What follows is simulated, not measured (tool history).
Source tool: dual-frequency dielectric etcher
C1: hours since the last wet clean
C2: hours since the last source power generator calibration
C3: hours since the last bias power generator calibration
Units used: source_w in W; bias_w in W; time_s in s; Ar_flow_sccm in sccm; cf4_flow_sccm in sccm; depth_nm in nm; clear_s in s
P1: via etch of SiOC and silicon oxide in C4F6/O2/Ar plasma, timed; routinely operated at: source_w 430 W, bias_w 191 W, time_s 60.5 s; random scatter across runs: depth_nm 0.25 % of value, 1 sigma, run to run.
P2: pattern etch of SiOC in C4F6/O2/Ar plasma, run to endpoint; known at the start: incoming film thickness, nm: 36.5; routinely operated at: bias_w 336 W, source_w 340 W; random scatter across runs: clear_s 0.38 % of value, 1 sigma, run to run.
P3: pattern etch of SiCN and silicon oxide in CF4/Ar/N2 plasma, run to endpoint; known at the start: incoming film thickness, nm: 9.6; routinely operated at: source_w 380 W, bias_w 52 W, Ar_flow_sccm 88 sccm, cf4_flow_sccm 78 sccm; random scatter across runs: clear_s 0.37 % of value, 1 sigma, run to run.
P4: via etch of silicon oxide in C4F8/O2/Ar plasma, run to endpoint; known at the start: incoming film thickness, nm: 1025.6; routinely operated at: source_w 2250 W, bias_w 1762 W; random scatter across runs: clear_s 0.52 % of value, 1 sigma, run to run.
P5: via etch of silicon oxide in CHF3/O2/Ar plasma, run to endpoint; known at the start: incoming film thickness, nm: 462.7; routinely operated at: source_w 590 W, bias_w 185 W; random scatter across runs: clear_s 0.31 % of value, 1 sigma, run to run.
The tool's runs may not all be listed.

run 1 hour=15.0 | process=P1 source_w=430 bias_w=191 time_s=60.5 | C1=294.0 C2=1345.2 C3=1584.9 | depth_nm=68.013
run 2 hour=26.8 | process=P1 source_w=560 bias_w=191 time_s=43.5 | C1=305.8 C2=1357.0 C3=1596.7 | depth_nm=53.922
run 3 hour=34.8 | process=P1 source_w=430 bias_w=191 time_s=60.5 | C1=313.8 C2=1365.0 C3=1604.7 | depth_nm=68.088
run 4 hour=42.8 | process=P3 source_w=380 bias_w=52 Ar_flow_sccm=119 cf4_flow_sccm=78 | C1=321.8 C2=1373.0 C3=1612.7 | clear_s=14.344
run 5 hour=54.9 | process=P5 source_w=590 bias_w=140 | C1=333.9 C2=1385.1 C3=1624.8 | clear_s=253.070
run 6 hour=68.7 | process=P1 source_w=430 bias_w=191 time_s=60.5 | C1=347.7 C2=1398.9 C3=1638.6 | depth_nm=67.697
run 7 hour=78.2 | process=P3 source_w=380 bias_w=52 Ar_flow_sccm=88 cf4_flow_sccm=106 | C1=357.2 C2=1408.4 C3=1648.1 | clear_s=12.987
run 8 hour=90.8 | process=P4 source_w=2250 bias_w=2170 | C1=369.8 C2=1421.0 C3=1660.7 | clear_s=183.510
run 9 hour=103.5 | process=P4 source_w=2250 bias_w=1762 | C1=382.5 C2=1433.7 C3=1673.4 | clear_s=196.140
run 10 hour=112.1 | process=P2 source_w=340 bias_w=336 | C1=391.1 C2=1442.3 C3=1682.0 | clear_s=15.560
run 11 hour=119.4 | process=P1 source_w=290 bias_w=257 time_s=60.5 | C1=398.4 C2=1449.6 C3=1689.3 | depth_nm=64.742
run 12 hour=131.5 | process=P3 source_w=380 bias_w=52 Ar_flow_sccm=88 cf4_flow_sccm=78 | C1=410.5 C2=1461.7 C3=1701.4 | clear_s=13.592
run 13 hour=144.0 | process=P2 source_w=340 bias_w=336 | C1=423.0 C2=1474.2 C3=1713.9 | clear_s=15.510
run 14 hour=158.5 | process=P1 source_w=580 bias_w=191 time_s=60.5 | C1=437.5 C2=1488.7 C3=1728.4 | depth_nm=76.392
run 15 hour=165.6 | process=P1 source_w=430 bias_w=191 time_s=35.5 | C1=444.6 C2=1495.8 C3=1735.5 | depth_nm=39.859
run 16 hour=179.3 | process=P3 source_w=270 bias_w=52 Ar_flow_sccm=88 cf4_flow_sccm=78 | C1=458.3 C2=1509.5 C3=1749.2 | clear_s=18.459
run 17 hour=193.5 | process=P2 source_w=410 bias_w=336 | C1=472.5 C2=1523.7 C3=1763.4 | clear_s=14.501
run 18 hour=205.7 | process=P2 source_w=340 bias_w=217 | C1=484.7 C2=1535.9 C3=1775.6 | clear_s=17.829
run 19 hour=218.1 | process=P1 source_w=330 bias_w=191 time_s=60.5 | C1=497.1 C2=1548.3 C3=1788.0 | depth_nm=61.454
run 20 hour=225.8 | process=P1 source_w=430 bias_w=191 time_s=77.5 | C1=504.8 C2=1556.0 C3=1795.7 | depth_nm=87.167
-- hour=236.1 bias power generator calibrated
run 21 hour=240.6 | process=P1 source_w=430 bias_w=156 time_s=60.5 | C1=519.6 C2=1570.8 C3=4.5 | depth_nm=63.234
run 22 hour=252.5 | process=P4 source_w=3170 bias_w=1762 | C1=531.5 C2=1582.7 C3=16.4 | clear_s=171.550
run 23 hour=260.8 | process=P5 source_w=830 bias_w=185 | C1=539.8 C2=1591.0 C3=24.7 | clear_s=203.460
run 24 hour=269.3 | process=P1 source_w=430 bias_w=191 time_s=60.5 | C1=548.3 C2=1599.5 C3=33.2 | depth_nm=67.941
run 25 hour=278.8 | process=P3 source_w=380 bias_w=69 Ar_flow_sccm=88 cf4_flow_sccm=78 | C1=557.8 C2=1609.0 C3=42.7 | clear_s=12.494
run 26 hour=287.7 | process=P5 source_w=590 bias_w=185 | C1=566.7 C2=1617.9 C3=51.6 | clear_s=231.870
run 27 hour=298.1 | process=P1 source_w=430 bias_w=267 time_s=60.5 | C1=577.1 C2=1628.3 C3=62.0 | depth_nm=76.131
run 28 hour=306.0 | process=P1 source_w=430 bias_w=191 time_s=60.5 | C1=585.0 C2=1636.2 C3=69.9 | depth_nm=67.712
run 29 hour=317.5 | process=P1 source_w=430 bias_w=191 time_s=60.5 | C1=596.5 C2=1647.7 C3=81.4 | depth_nm=67.379
run 30 hour=326.1 | process=P1 source_w=430 bias_w=191 time_s=60.5 | C1=605.1 C2=1656.3 C3=90.0 | depth_nm=66.955
run 31 hour=335.9 | process=P1 source_w=430 bias_w=191 time_s=60.5 | C1=614.9 C2=1666.1 C3=99.8 | depth_nm=66.913
-- hour=338.5 wet clean of the chamber
run 32 hour=345.3 | process=P1 source_w=430 bias_w=191 time_s=60.5 | C1=6.9 C2=1675.5 C3=109.2 | depth_nm=66.952
run 33 hour=357.7 | process=P1 source_w=430 bias_w=191 time_s=60.5 | C1=19.3 C2=1687.9 C3=121.6 | depth_nm=66.758
run 34 hour=368.3 | process=P1 source_w=430 bias_w=191 time_s=60.5 | C1=29.9 C2=1698.5 C3=132.2 | depth_nm=66.569
run 35 hour=380.1 | process=P1 source_w=430 bias_w=191 time_s=60.5 | C1=41.7 C2=1710.3 C3=144.0 | depth_nm=66.672

What P1 gives has crept away from where it was. These 2 causes fit the log equally well, each at the size given:
A: bias power that arrives under what is set, % = 4.46
B: source power that arrives under what is set, % = 3.74
The process output started creeping at around hour 306.0.
What rules out each remaining cause:
chamber walls in a state that lowers the etch rate, %: work on it at hour 338.5, done after the drift set in, did not restore what the process gave before

Each of the check runs listed below is run on 2 wafers and reports their average, with the results left as question marks. Pick the one under which the possible causes would lead to clearly different results.
run check 1 hour=391.9 | process=P2 source_w=400 bias_w=225 | clear_s=?
run check 2 hour=391.9 | process=P4 source_w=2650 bias_w=2087 | clear_s=?
run check 3 hour=391.9 | process=P5 source_w=780 bias_w=185 | clear_s=?
run check 4 hour=391.9 | process=P3 source_w=300 bias_w=52 Ar_flow_sccm=88 cf4_flow_sccm=91 | clear_s=?

What every check run would give for each of its results, assuming each possible cause in turn:
check=check_1 result=clear_s if_A=16.911 if_B=16.909
check=check_2 result=clear_s if_A=177.010 if_B=177.450
check=check_3 result=clear_s if_A=211.330 if_B=211.240
check=check_4 result=clear_s if_A=16.613 if_B=16.952
Gap, in per cent, between the two causes that each check separates least, read from the result that separates them most: check 1 0.01 %; check 2 0.25 %; check 3 0.04 %; check 4 2.02 %
Only in check 4 would the causes give clearly different results; in the remaining checks their results would be nearly the same.

With check 4 done, the readings were: clear_s 16.911 s. Identify which of the listed causes applies.

B is the cause: source power that arrives under what is set, %.

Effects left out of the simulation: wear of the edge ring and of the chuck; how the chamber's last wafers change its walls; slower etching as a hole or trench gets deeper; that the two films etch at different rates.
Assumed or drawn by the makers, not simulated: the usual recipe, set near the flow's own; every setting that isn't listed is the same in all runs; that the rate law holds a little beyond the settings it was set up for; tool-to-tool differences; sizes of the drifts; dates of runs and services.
